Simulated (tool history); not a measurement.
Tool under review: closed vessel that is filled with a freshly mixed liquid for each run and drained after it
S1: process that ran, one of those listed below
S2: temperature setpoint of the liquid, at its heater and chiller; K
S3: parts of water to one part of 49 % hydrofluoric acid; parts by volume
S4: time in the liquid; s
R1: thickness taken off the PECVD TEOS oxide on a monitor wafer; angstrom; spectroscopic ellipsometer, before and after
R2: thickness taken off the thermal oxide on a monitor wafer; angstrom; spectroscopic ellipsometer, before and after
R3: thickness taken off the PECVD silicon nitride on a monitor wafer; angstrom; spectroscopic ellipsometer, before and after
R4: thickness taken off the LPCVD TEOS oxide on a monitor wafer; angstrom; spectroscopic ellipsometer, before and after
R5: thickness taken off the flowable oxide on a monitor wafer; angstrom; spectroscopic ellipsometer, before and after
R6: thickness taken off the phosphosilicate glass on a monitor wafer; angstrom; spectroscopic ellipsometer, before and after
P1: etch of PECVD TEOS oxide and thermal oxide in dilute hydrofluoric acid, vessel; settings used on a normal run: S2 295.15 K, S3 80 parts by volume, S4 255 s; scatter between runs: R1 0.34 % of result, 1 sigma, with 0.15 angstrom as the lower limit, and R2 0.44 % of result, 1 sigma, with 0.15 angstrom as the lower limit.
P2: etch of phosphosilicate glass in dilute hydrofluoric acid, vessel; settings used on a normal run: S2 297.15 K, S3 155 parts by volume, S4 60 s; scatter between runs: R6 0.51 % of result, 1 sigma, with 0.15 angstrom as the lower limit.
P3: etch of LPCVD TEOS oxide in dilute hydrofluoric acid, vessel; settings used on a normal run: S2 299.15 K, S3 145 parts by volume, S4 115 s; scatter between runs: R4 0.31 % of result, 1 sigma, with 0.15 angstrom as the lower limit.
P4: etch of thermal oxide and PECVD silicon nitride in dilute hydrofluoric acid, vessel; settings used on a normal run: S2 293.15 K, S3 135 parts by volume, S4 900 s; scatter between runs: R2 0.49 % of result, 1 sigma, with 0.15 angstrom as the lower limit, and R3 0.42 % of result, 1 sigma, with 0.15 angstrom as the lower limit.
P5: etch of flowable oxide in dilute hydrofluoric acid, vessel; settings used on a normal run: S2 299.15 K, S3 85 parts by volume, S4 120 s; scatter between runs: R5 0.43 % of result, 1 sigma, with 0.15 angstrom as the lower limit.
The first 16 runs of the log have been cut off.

| run | day | S1 | S2 | S3 | S4 | R1 | R2 | R3 | R4 | R5 | R6 |
|---|---|---|---|---|---|---|---|---|---|---|---|
| 17 | 4.450 | P1 | 295.15 | 30 | 255 | 803.58 | 386.100 |  |  |  |  |
| 18 | 4.808 | P4 | 293.15 | 135 | 900 |  | 258.070 | 205.9100 |  |  |  |
| 19 | 5.158 | P5 | 306.65 | 85 | 120 |  |  |  |  | 498.67 |  |
| 20 | 5.429 | P2 | 293.65 | 155 | 60 |  |  |  |  |  | 312.48 |
| 21 | 5.633 | P3 | 299.15 | 145 | 115 |  |  |  | 328.440 |  |  |
| 22 | 5.983 | P1 | 295.15 | 80 | 255 | 282.50 | 136.870 |  |  |  |  |
| 23 | 6.246 | P5 | 299.15 | 20 | 120 |  |  |  |  | 1750.10 |  |
| 24 | 6.604 | P1 | 291.15 | 80 | 420 | 394.35 | 187.680 |  |  |  |  |
| 25 | 6.933 | P2 | 297.15 | 25 | 60 |  |  |  |  |  | 2615.60 |
| 26 | 7.142 | P3 | 303.65 | 145 | 115 |  |  |  | 387.250 |  |  |
| 27 | 7.412 | P2 | 297.15 | 155 | 60 |  |  |  |  |  | 361.50 |

Forecast run 28:
| 28 | 7.725 | P1 | 295.15 | 125 | 255 | ? | ? |  |  |  |  |

{"run 28": {"R1": 172.16, "R2": 83.496}}
